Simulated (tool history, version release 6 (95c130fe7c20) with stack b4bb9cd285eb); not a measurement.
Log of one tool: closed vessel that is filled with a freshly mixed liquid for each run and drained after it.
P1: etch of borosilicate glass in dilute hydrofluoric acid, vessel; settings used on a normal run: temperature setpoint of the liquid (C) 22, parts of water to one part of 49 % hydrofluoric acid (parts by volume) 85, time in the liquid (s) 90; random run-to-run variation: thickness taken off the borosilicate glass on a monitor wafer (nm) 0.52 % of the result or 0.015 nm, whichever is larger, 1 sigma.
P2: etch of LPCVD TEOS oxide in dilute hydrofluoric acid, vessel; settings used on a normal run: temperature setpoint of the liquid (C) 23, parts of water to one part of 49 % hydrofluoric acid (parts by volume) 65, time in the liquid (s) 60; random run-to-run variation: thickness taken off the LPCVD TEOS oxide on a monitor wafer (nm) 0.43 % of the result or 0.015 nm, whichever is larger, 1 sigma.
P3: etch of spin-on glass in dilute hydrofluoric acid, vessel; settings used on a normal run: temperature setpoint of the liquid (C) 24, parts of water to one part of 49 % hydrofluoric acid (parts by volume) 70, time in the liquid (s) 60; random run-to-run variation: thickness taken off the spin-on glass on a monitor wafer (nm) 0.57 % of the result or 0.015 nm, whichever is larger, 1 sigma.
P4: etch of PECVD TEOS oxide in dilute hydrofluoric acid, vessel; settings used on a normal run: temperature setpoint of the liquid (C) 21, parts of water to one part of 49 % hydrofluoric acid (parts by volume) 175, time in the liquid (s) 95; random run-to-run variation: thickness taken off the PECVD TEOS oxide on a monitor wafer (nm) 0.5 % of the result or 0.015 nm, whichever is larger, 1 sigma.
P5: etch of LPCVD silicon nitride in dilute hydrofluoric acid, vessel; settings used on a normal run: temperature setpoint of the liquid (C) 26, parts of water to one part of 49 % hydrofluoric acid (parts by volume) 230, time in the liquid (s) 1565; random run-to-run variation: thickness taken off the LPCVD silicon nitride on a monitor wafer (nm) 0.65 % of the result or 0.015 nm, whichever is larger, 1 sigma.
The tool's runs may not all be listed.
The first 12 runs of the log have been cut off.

| run | hour | process that ran | temperature setpoint of the liquid (C) | parts of water to one part of 49 % hydrofluoric acid (parts by volume) | time in the liquid (s) | hours since the thermometer was replaced | hours since the hydrofluoric acid flow meter was replaced | thickness taken off the borosilicate glass on a monitor wafer (nm) | thickness taken off the LPCVD TEOS oxide on a monitor wafer (nm) | thickness taken off the PECVD TEOS oxide on a monitor wafer (nm) | thickness taken off the spin-on glass on a monitor wafer (nm) | thickness taken off the LPCVD silicon nitride on a monitor wafer (nm) |
|---|---|---|---|---|---|---|---|---|---|---|---|---|
| 13 | 79.4 | P1 | 22 | 55 | 140 | 1050.8 | 182.2 | 130.4 |  |  |  |  |
| 14 | 85.7 | P1 | 22 | 85 | 90 | 1057.1 | 188.5 | 52.675 |  |  |  |  |
| 15 | 90.9 | P1 | 22 | 85 | 90 | 1062.3 | 193.7 | 52.666 |  |  |  |  |
| 16 | 98.7 | P5 | 26 | 230 | 2630 | 1070.1 | 201.5 |  |  |  |  | 6.6679 |
| 17 | 103.4 | P1 | 17 | 115 | 90 | 1074.8 | 206.2 | 30.613 |  |  |  |  |
| 18 | 108.5 | P1 | 22 | 85 | 90 | 1079.9 | 211.3 | 52.741 |  |  |  |  |
| 19 | 114.8 | P2 | 19 | 65 | 60 | 1086.2 | 217.6 |  | 13.191 |  |  |  |
| 20 | 120.3 | P1 | 22 | 85 | 90 | 1091.7 | 223.1 | 52.268 |  |  |  |  |
| 21 | 127.2 | P1 | 22 | 85 | 135 | 1098.6 | 230 | 77.631 |  |  |  |  |
| 22 | 132 | P1 | 22 | 125 | 90 | 1103.4 | 234.8 | 33.987 |  |  |  |  |

What will run 23 give?
| 23 | 136.7 | P3 | 18.5 | 70 | 60 | 1108.1 | 239.5 |  |  |  | ? |  |

{"run 23": {"thickness taken off the spin-on glass on a monitor wafer (nm)": 20.767}}
